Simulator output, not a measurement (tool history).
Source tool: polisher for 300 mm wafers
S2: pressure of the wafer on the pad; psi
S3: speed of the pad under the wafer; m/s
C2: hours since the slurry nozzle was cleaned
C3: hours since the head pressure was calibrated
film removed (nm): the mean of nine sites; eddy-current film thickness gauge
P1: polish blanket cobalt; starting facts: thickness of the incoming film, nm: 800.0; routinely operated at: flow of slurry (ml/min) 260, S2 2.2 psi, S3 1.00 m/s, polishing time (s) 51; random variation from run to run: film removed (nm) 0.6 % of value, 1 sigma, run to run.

Run 1, day 0.175: flow of slurry (ml/min) 260, S2 2.2 psi, S3 1.00 m/s, polishing time (s) 51; wafers polished on this pad 306; C2 165.6; C3 918.8. Result: film removed (nm) 307.320.
Run 2, day 0.333: flow of slurry (ml/min) 260, S2 1.0 psi, S3 1.00 m/s, polishing time (s) 51; wafers polished on this pad 349; C2 169.4; C3 922.6. Result: film removed (nm) 138.890.
Run 3, day 0.454: flow of slurry (ml/min) 260, S2 2.2 psi, S3 1.00 m/s, polishing time (s) 23; wafers polished on this pad 381; C2 172.3; C3 925.5. Result: film removed (nm) 139.170.
Run 4, day 0.629: flow of slurry (ml/min) 260, S2 2.2 psi, S3 1.00 m/s, polishing time (s) 51; wafers polished on this pad 428; C2 176.5; C3 929.7. Result: film removed (nm) 312.500.
Run 5, day 0.804: flow of slurry (ml/min) 260, S2 3.3 psi, S3 1.00 m/s, polishing time (s) 51; wafers polished on this pad 475; C2 180.7; C3 933.9. Result: film removed (nm) 459.240.
Run 6, day 0.892: flow of slurry (ml/min) 260, S2 2.2 psi, S3 1.52 m/s, polishing time (s) 51; wafers polished on this pad 498; C2 182.8; C3 936.0. Result: film removed (nm) 467.330.
Run 7, day 1.017: flow of slurry (ml/min) 260, S2 2.2 psi, S3 1.00 m/s, polishing time (s) 51; wafers polished on this pad 532; C2 185.8; C3 939.0. Result: film removed (nm) 305.220.
Run 8, day 1.142: flow of slurry (ml/min) 260, S2 2.2 psi, S3 0.64 m/s, polishing time (s) 51; wafers polished on this pad 565; C2 188.8; C3 942.0. Result: film removed (nm) 197.560.
Run 9, day 1.271: flow of slurry (ml/min) 390, S2 2.2 psi, S3 1.00 m/s, polishing time (s) 51; wafers polished on this pad 599; C2 191.9; C3 945.1. Result: film removed (nm) 318.650.
Run 10, day 1.433: flow of slurry (ml/min) 260, S2 2.2 psi, S3 0.54 m/s, polishing time (s) 26; wafers polished on this pad 643; C2 195.8; C3 949.0. Result: film removed (nm) 84.746.
Run 11, day 1.542: flow of slurry (ml/min) 155, S2 2.2 psi, S3 1.00 m/s, polishing time (s) 51; wafers polished on this pad 672; C2 198.4; C3 951.6. Result: film removed (nm) 288.570.
Run 12, day 1.692: flow of slurry (ml/min) 260, S2 1.3 psi, S3 0.68 m/s, polishing time (s) 51; wafers polished on this pad 712; C2 202.0; C3 955.2. Result: film removed (nm) 124.000.
Run 13, day 1.792: flow of slurry (ml/min) 330, S2 1.6 psi, S3 1.00 m/s, polishing time (s) 51; wafers polished on this pad 739; C2 204.4; C3 957.6. Result: film removed (nm) 227.590.
Run 14, day 1.996: flow of slurry (ml/min) 260, S2 2.2 psi, S3 1.00 m/s, polishing time (s) 51; wafers polished on this pad 793; C2 209.3; C3 962.5. Result: film removed (nm) 307.780.
Run 15, day 2.179: flow of slurry (ml/min) 260, S2 2.2 psi, S3 1.00 m/s, polishing time (s) 51; wafers polished on this pad 842; C2 213.7; C3 966.9. Result: film removed (nm) 308.200.
Run 16, day 2.379: flow of slurry (ml/min) 260, S2 2.2 psi, S3 1.00 m/s, polishing time (s) 78; wafers polished on this pad 896; C2 218.5; C3 971.7. Result: film removed (nm) 472.270.
Run 17, day 2.554: flow of slurry (ml/min) 260, S2 2.2 psi, S3 1.00 m/s, polishing time (s) 51; wafers polished on this pad 943; C2 222.7; C3 975.9. Result: film removed (nm) 307.060.
Run 18, day 2.658: flow of slurry (ml/min) 260, S2 2.2 psi, S3 1.00 m/s, polishing time (s) 51; wafers polished on this pad 971; C2 225.2; C3 978.4. Result: film removed (nm) 303.760.
Run 19, day 2.850: flow of slurry (ml/min) 260, S2 2.2 psi, S3 1.00 m/s, polishing time (s) 51; wafers polished on this pad 1022; C2 229.8; C3 983.0. Result: film removed (nm) 300.530.
Run 20, day 2.958: flow of slurry (ml/min) 260, S2 2.2 psi, S3 1.00 m/s, polishing time (s) 51; wafers polished on this pad 1051; C2 232.4; C3 985.6. Result: film removed (nm) 296.270.
Run 21, day 3.104: flow of slurry (ml/min) 260, S2 2.2 psi, S3 1.00 m/s, polishing time (s) 51; wafers polished on this pad 1090; C2 235.9; C3 989.1. Result: film removed (nm) 295.480.
Run 22, day 3.304: flow of slurry (ml/min) 260, S2 2.2 psi, S3 1.00 m/s, polishing time (s) 51; wafers polished on this pad 1143; C2 240.7; C3 993.9. Result: film removed (nm) 291.400.
Run 23, day 3.429: flow of slurry (ml/min) 260, S2 2.2 psi, S3 1.00 m/s, polishing time (s) 51; wafers polished on this pad 1177; C2 243.7; C3 996.9. Result: film removed (nm) 291.800.
At day 3.538: worn pad replaced by a new one.
Run 24, day 3.604: flow of slurry (ml/min) 260, S2 2.2 psi, S3 1.00 m/s, polishing time (s) 51; wafers polished on this pad 17; C2 247.9; C3 1001.1. Result: film removed (nm) 289.910.
Run 25, day 3.796: flow of slurry (ml/min) 260, S2 2.2 psi, S3 1.00 m/s, polishing time (s) 51; wafers polished on this pad 69; C2 252.5; C3 1005.7. Result: film removed (nm) 291.420.
Run 26, day 3.992: flow of slurry (ml/min) 260, S2 2.2 psi, S3 1.00 m/s, polishing time (s) 51; wafers polished on this pad 121; C2 257.2; C3 1010.4. Result: film removed (nm) 289.550.
Run 27, day 4.133: flow of slurry (ml/min) 260, S2 2.2 psi, S3 1.00 m/s, polishing time (s) 51; wafers polished on this pad 159; C2 260.6; C3 1013.8. Result: film removed (nm) 287.640.
Run 28, day 4.288: flow of slurry (ml/min) 260, S2 2.2 psi, S3 1.00 m/s, polishing time (s) 51; wafers polished on this pad 200; C2 264.3; C3 1017.5. Result: film removed (nm) 290.590.

Something has made what P1 gives creep away from where it was; the 2 causes below, each at its own stated size, fit the log equally well:
A: head's pressure below its setpoint, % = 6.07
B: slurry flow missing at the pad, % = 38.1
Onset of the creep was near day 2.554.
All other causes, with the reason each is excluded:
removal rate lost through wear of the pad, %: its service at day 3.538 followed the start of the drift and did not put the process back to its old value

Which of the check runs below tells the causes apart, meaning the causes would give it clearly different results? Each run uses 5 wafers whose results are averaged, and each result is shown as a question mark.
Run check 1, day 4.442: flow of slurry (ml/min) 190, S2 2.2 psi, S3 1.00 m/s, polishing time (s) 51. Result: film removed (nm) ?.
Run check 2, day 4.442: flow of slurry (ml/min) 260, S2 1.6 psi, S3 1.00 m/s, polishing time (s) 51. Result: film removed (nm) ?.
Run check 3, day 4.442: flow of slurry (ml/min) 260, S2 1.0 psi, S3 1.00 m/s, polishing time (s) 32. Result: film removed (nm) ?.
Run check 4, day 4.442: flow of slurry (ml/min) 260, S2 2.2 psi, S3 1.24 m/s, polishing time (s) 51. Result: film removed (nm) ?.

What every check run would give for each of its results, assuming each possible cause in turn:
  check             result     if A     if B
check 1  film removed (nm)  278.360  272.500
check 2  film removed (nm)  210.220  210.220
check 3  film removed (nm)   82.440   82.438
check 4  film removed (nm)  358.430  358.420
How far apart the two closest causes lie, in the result that separates them most: check 1 2.13 %; check 2 0 %; check 3 0 %; check 4 0 %
The causes can be told apart only by check 1. The other checks would give nearly the same results under each of them.

Check 1 has now been run. It gave: film removed (nm) 272.160. Which of the candidate causes is it?

B is the cause: slurry flow missing at the pad, %.
